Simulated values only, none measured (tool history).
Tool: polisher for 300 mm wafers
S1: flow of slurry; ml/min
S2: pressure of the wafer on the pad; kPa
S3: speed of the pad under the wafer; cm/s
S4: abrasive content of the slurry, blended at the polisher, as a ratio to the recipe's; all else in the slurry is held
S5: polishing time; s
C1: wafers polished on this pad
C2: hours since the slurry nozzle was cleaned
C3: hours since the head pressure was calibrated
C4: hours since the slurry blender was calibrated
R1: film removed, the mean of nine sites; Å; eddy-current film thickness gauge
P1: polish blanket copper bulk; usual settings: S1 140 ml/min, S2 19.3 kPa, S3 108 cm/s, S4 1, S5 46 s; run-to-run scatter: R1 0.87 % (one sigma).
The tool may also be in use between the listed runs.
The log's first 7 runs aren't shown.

run  hour   S1    S2   S3   S4  S5   C1     C2     C3     C4      R1
  8  46.6  140  19.3  108  0.5  46  607  183.9  253.4  324.1  4528.3
  9  52.8  210  19.3  108    1  35  647  190.1  259.6  330.3  4287.7
 10  60.7  140  19.3  108    1  46  699    198  267.5  338.2  5263.9
 11  66.3  140  19.3   50    1  46  736  203.6  273.1  343.8    2422
 12  71.7  140  28.3  108    1  46  771    209  278.5  349.2  7599.3
 13  79.8  140  19.3  108    1  29  825  217.1  286.6  357.3  3288.2
 14  85.5  140  19.3  108    1  46  862  222.8  292.3    363  5254.3
 15  93.9  210  19.3  108    1  46  917  231.2  300.7  371.4    5522

Run 16 comes next. What will it give?
 16    99  140  19.3  108   1  46  951  236.3  305.8  376.5   ?

R1: 5238.6 Å
